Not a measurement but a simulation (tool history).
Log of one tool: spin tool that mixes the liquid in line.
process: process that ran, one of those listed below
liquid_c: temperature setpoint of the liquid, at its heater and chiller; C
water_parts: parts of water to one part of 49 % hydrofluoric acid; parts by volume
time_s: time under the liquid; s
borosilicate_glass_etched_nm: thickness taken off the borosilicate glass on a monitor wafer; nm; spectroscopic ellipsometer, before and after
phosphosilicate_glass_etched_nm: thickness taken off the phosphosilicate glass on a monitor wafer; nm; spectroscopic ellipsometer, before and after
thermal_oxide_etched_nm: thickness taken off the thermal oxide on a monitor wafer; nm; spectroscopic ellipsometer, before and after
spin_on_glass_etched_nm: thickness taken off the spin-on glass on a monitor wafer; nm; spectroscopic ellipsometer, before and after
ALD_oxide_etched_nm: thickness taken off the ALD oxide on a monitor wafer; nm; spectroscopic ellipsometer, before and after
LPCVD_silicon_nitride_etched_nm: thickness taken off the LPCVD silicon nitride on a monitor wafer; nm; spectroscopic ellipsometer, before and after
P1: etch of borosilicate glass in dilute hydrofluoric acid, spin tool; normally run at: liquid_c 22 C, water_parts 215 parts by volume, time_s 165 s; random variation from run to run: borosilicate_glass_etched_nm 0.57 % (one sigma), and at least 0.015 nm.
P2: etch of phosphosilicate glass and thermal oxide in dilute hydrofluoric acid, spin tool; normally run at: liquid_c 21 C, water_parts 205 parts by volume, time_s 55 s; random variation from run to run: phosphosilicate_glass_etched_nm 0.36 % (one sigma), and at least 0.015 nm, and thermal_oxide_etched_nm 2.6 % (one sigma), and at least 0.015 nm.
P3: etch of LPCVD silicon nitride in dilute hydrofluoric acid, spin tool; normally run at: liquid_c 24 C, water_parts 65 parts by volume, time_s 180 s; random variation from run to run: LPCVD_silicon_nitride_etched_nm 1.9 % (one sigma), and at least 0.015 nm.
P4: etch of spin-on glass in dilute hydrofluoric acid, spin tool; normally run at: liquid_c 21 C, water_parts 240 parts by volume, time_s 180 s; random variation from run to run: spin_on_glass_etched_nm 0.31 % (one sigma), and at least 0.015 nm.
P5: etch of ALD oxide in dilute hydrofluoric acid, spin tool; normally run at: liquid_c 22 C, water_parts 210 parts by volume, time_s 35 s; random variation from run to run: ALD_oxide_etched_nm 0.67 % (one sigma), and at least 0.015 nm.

run,day,process,liquid_c,water_parts,time_s,borosilicate_glass_etched_nm,phosphosilicate_glass_etched_nm,thermal_oxide_etched_nm,spin_on_glass_etched_nm,ALD_oxide_etched_nm,LPCVD_silicon_nitride_etched_nm
1,0.362,P1,22,215,165,22.0190,,,,,
2,0.579,P2,21,205,55,,12.7250,1.01740,,,
3,0.758,P4,17,240,180,,,,14.989,,
4,1.050,P2,21,205,105,,24.1910,1.93110,,,
5,1.392,P1,22,355,95,6.7752,,,,,
6,1.688,P1,17,215,165,18.2830,,,,,
7,1.950,P5,29,210,35,,,,,5.6770,
8,2.142,P1,22,215,285,38.2330,,,,,
9,2.362,P1,22,40,165,143.9600,,,,,
10,2.625,P4,21,240,180,,,,17.444,,
11,2.967,P1,17,215,265,29.3270,,,,,
12,3.325,P5,22,65,35,,,,,16.7690,
13,3.533,P5,22,210,35,,,,,4.3923,
14,3.846,P1,22,215,165,22.0310,,,,,
15,4.096,P3,24,110,180,,,,,,0.80548
16,4.317,P1,27,215,75,12.0300,,,,,
17,4.646,P2,26,205,55,,15.3000,1.23960,,,
18,4.992,P4,21,240,315,,,,30.808,,
19,5.358,P1,29,215,165,28.2140,,,,,
20,5.642,P5,22,210,35,,,,,4.4374,
21,5.829,P1,22,215,165,21.9490,,,,,
22,6.062,P4,21,55,180,,,,93.321,,
23,6.346,P2,21,340,55,,6.7739,0.52538,,,
# day 6.408: hydrofluoric acid flow meter replaced
24,6.642,P3,24,65,180,,,,,,1.35060
25,6.888,P1,22,215,90,11.8890,,,,,
26,7.092,P3,24,65,45,,,,,,0.34210
27,7.312,P1,22,385,165,10.5290,,,,,
# day 7.500: thermometer replaced
28,7.592,P1,22,215,165,22.3980,,,,,
29,7.783,P3,24,65,180,,,,,,1.35070
30,8.008,P2,21,205,55,,12.7680,1.07320,,,
31,8.183,P5,22,210,15,,,,,1.8900,
32,8.362,P3,17,65,180,,,,,,0.82206
33,8.679,P1,22,215,165,22.2660,,,,,
34,8.917,P1,22,215,165,21.3580,,,,,
35,9.108,P1,22,215,165,21.0780,,,,,
36,9.479,P1,22,215,165,20.7500,,,,,
37,9.812,P1,22,215,165,20.5720,,,,,
38,10.088,P1,22,215,165,20.2940,,,,,
39,10.408,P1,22,215,165,20.2310,,,,,
40,10.608,P1,22,215,165,19.9370,,,,,
41,10.788,P1,22,215,165,20.2660,,,,,
42,10.983,P1,22,215,165,20.0740,,,,,

What P1 gives has crept away from where it was. These 2 causes fit the log equally well, each at the size given:
A: hydrofluoric acid flow below the setpoint (%) = 7.13
B: liquid colder than its thermometer reads (K) = 2.39
The creep began at about day 8.679.

4 check runs are offered, each on 5 wafers whose results are averaged, their results left as question marks. Which one tells the causes apart?
check 1,11.179,P2,21.0,265,55,,?,?,,,
check 2,11.179,P4,21.0,240,290,,,,?,,
check 3,11.179,P5,28.5,210,35,,,,,?,
check 4,11.179,P3,17.0,65,180,,,,,,?

What each check would give under each cause:
check,result,if A,if B
check 1,phosphosilicate_glass_etched_nm,8.4754,8.5079
check 1,thermal_oxide_etched_nm,0.68196,0.68457
check 2,spin_on_glass_etched_nm,25.748,25.779
check 3,ALD_oxide_etched_nm,5.0994,5.1412
check 4,LPCVD_silicon_nitride_etched_nm,0.74755,0.67730
How far apart the two closest causes lie, in the result that separates them most: check 1 0.38 %; check 2 0.12 %; check 3 0.82 %; check 4 9.87 %
Check 4 tells the causes apart: in the others they would give nearly the same result.

Then check 4 was run and gave: LPCVD_silicon_nitride_etched_nm 0.68250 nm. Which cause is it?

It is B: liquid colder than its thermometer reads (K).
